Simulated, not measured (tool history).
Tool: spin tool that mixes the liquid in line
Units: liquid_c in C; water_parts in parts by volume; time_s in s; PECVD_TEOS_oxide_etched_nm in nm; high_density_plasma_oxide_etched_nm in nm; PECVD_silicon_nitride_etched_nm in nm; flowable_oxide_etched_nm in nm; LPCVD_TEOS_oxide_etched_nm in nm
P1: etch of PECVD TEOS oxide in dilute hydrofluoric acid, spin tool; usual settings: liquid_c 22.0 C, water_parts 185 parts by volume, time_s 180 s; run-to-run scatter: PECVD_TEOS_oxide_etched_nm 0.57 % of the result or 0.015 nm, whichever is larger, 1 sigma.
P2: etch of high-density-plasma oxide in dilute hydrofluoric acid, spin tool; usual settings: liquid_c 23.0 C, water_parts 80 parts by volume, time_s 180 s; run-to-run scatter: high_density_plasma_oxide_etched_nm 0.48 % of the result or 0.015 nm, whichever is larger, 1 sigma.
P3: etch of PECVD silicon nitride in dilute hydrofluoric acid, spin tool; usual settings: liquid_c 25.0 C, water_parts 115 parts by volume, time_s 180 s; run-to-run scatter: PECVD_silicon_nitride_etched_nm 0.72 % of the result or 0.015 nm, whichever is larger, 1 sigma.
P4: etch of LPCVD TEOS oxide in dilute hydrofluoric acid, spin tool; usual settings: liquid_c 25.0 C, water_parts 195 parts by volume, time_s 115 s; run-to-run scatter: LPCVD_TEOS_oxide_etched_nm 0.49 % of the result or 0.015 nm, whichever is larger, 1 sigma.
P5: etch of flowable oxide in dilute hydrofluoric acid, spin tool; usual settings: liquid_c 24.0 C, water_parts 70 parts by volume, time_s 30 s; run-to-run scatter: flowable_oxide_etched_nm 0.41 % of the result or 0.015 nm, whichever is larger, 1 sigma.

| run | day | process | liquid_c | water_parts | time_s | hours since the thermometer was replaced | hours since the hydrofluoric acid flow meter was replaced | PECVD_TEOS_oxide_etched_nm | high_density_plasma_oxide_etched_nm | PECVD_silicon_nitride_etched_nm | flowable_oxide_etched_nm | LPCVD_TEOS_oxide_etched_nm |
|---|---|---|---|---|---|---|---|---|---|---|---|---|
| 1 | 0.154 | P1 | 22.0 | 185 | 180 | 600.8 | 506.3 | 14.3370 |  |  |  |  |
| 2 | 0.371 | P1 | 28.0 | 300 | 180 | 606.0 | 511.5 | 9.6944 |  |  |  |  |
| 3 | 0.538 | P1 | 17.0 | 185 | 180 | 610.0 | 515.5 | 11.8080 |  |  |  |  |
| 4 | 0.758 | P2 | 23.0 | 145 | 180 | 615.3 | 520.8 |  | 5.8228 |  |  |  |
| 5 | 0.967 | P1 | 22.0 | 270 | 310 | 620.3 | 525.8 | 15.5210 |  |  |  |  |
| 6 | 1.158 | P3 | 29.0 | 115 | 180 | 624.9 | 530.4 |  |  | 4.9359 |  |  |
| 7 | 1.396 | P5 | 24.0 | 70 | 30 | 630.6 | 536.1 |  |  |  | 15.3800 |  |
| 8 | 1.550 | P2 | 29.0 | 80 | 180 | 634.3 | 539.8 |  | 14.5440 |  |  |  |
| 9 | 1.717 | P1 | 22.0 | 185 | 180 | 638.3 | 543.8 | 14.3330 |  |  |  |  |
| 10 | 1.854 | P3 | 25.0 | 115 | 180 | 641.6 | 547.1 |  |  | 3.8237 |  |  |
| 11 | 2.004 | P1 | 22.0 | 185 | 180 | 645.2 | 550.7 | 14.4450 |  |  |  |  |
| 12 | 2.196 | P4 | 25.0 | 195 | 115 | 649.8 | 555.3 |  |  |  |  | 12.9890 |
| 13 | 2.408 | P4 | 25.0 | 85 | 115 | 654.9 | 560.4 |  |  |  |  | 34.5270 |
| 14 | 2.625 | P1 | 17.0 | 185 | 350 | 660.1 | 565.6 | 23.0470 |  |  |  |  |
| 15 | 2.838 | P2 | 23.0 | 80 | 285 | 665.2 | 570.7 |  | 18.1110 |  |  |  |
| 16 | 3.004 | P1 | 28.5 | 185 | 180 | 669.2 | 574.7 | 18.3340 |  |  |  |  |
| 17 | 3.138 | P3 | 25.0 | 115 | 355 | 672.4 | 577.9 |  |  | 7.5182 |  |  |
| 18 | 3.308 | P1 | 22.0 | 305 | 180 | 676.5 | 582.0 | 7.6712 |  |  |  |  |
|  | 3.312 | hydrofluoric acid flow meter replaced |
| 19 | 3.438 | P2 | 23.0 | 80 | 180 | 679.6 | 3.0 |  | 11.3780 |  |  |  |
| 20 | 3.617 | P3 | 25.0 | 205 | 180 | 683.9 | 7.3 |  |  | 2.1359 |  |  |
| 21 | 3.808 | P1 | 22.0 | 185 | 350 | 688.5 | 11.9 | 28.3220 |  |  |  |  |
| 22 | 3.988 | P4 | 25.0 | 195 | 15 | 692.8 | 16.2 |  |  |  |  | 1.6975 |
| 23 | 4.171 | P5 | 32.0 | 70 | 30 | 697.2 | 20.6 |  |  |  | 21.0210 |  |
| 24 | 4.392 | P1 | 22.0 | 185 | 25 | 702.5 | 25.9 | 1.9702 |  |  |  |  |
| 25 | 4.512 | P1 | 22.0 | 35 | 180 | 705.4 | 28.8 | 90.6720 |  |  |  |  |
| 26 | 4.654 | P5 | 24.0 | 70 | 15 | 708.8 | 32.2 |  |  |  | 7.6763 |  |
| 27 | 4.862 | P5 | 24.0 | 70 | 30 | 713.8 | 37.2 |  |  |  | 15.4520 |  |
| 28 | 5.042 | P1 | 22.0 | 185 | 180 | 718.1 | 41.5 | 14.3280 |  |  |  |  |
| 29 | 5.204 | P1 | 22.0 | 185 | 180 | 722.0 | 45.4 | 14.3590 |  |  |  |  |
| 30 | 5.338 | P4 | 29.5 | 195 | 115 | 725.2 | 48.6 |  |  |  |  | 15.3170 |
| 31 | 5.492 | P5 | 24.0 | 120 | 30 | 728.9 | 52.3 |  |  |  | 8.4848 |  |
| 32 | 5.725 | P1 | 22.0 | 185 | 180 | 734.5 | 57.9 | 14.2670 |  |  |  |  |
| 33 | 5.938 | P1 | 22.0 | 185 | 180 | 739.6 | 63.0 | 14.3190 |  |  |  |  |
| 34 | 6.146 | P1 | 22.0 | 185 | 180 | 744.6 | 68.0 | 13.9990 |  |  |  |  |
| 35 | 6.379 | P1 | 22.0 | 185 | 180 | 750.2 | 73.6 | 13.8670 |  |  |  |  |
| 36 | 6.588 | P1 | 22.0 | 185 | 180 | 755.2 | 78.6 | 13.5280 |  |  |  |  |
| 37 | 6.779 | P1 | 22.0 | 185 | 180 | 759.8 | 83.2 | 13.7520 |  |  |  |  |
| 38 | 6.988 | P1 | 22.0 | 185 | 180 | 764.8 | 88.2 | 13.4200 |  |  |  |  |
| 39 | 7.229 | P1 | 22.0 | 185 | 180 | 770.6 | 94.0 | 13.4050 |  |  |  |  |
| 40 | 7.429 | P1 | 22.0 | 185 | 180 | 775.4 | 98.8 | 13.4430 |  |  |  |  |
| 41 | 7.654 | P1 | 22.0 | 185 | 180 | 780.8 | 104.2 | 13.3460 |  |  |  |  |

What P1 gives has crept away from where it was. These 2 causes fit the log equally well, each at the size given:
A: liquid colder than its thermometer reads (K) = 1.69
B: hydrofluoric acid flow below the setpoint (%) = 5.26
The creep began at about day 5.938.

4 check runs are offered, each on 2 wafers whose results are averaged, their results left as question marks. Which one tells the causes apart?
| check 1 | 7.879 | P3 | 28.0 | 115 | 180 |  |  |  |  | ? |  |  |
| check 2 | 7.879 | P4 | 25.0 | 135 | 35 |  |  |  |  |  |  | ? |
| check 3 | 7.879 | P5 | 31.0 | 70 | 15 |  |  |  |  |  | ? |  |
| check 4 | 7.879 | P2 | 27.0 | 80 | 180 |  |  |  | ? |  |  |  |

What each check would give under each cause:
| check | result | if A | if B |
|---|---|---|---|
| check 1 | PECVD_silicon_nitride_etched_nm | 4.1542 | 4.3832 |
| check 2 | LPCVD_TEOS_oxide_etched_nm | 5.7646 | 5.7774 |
| check 3 | flowable_oxide_etched_nm | 9.5119 | 9.5597 |
| check 4 | high_density_plasma_oxide_etched_nm | 12.5240 | 12.6080 |
How far apart the two closest causes lie, in the result that separates them most: check 1 5.37 %; check 2 0.22 %; check 3 0.5 %; check 4 0.67 %
Only check 1 tells the causes apart: in the others they would give nearly the same result.

Check 1 was then run and gave: PECVD_silicon_nitride_etched_nm 4.3464 nm. Which cause is it?

It is B: hydrofluoric acid flow below the setpoint (%).
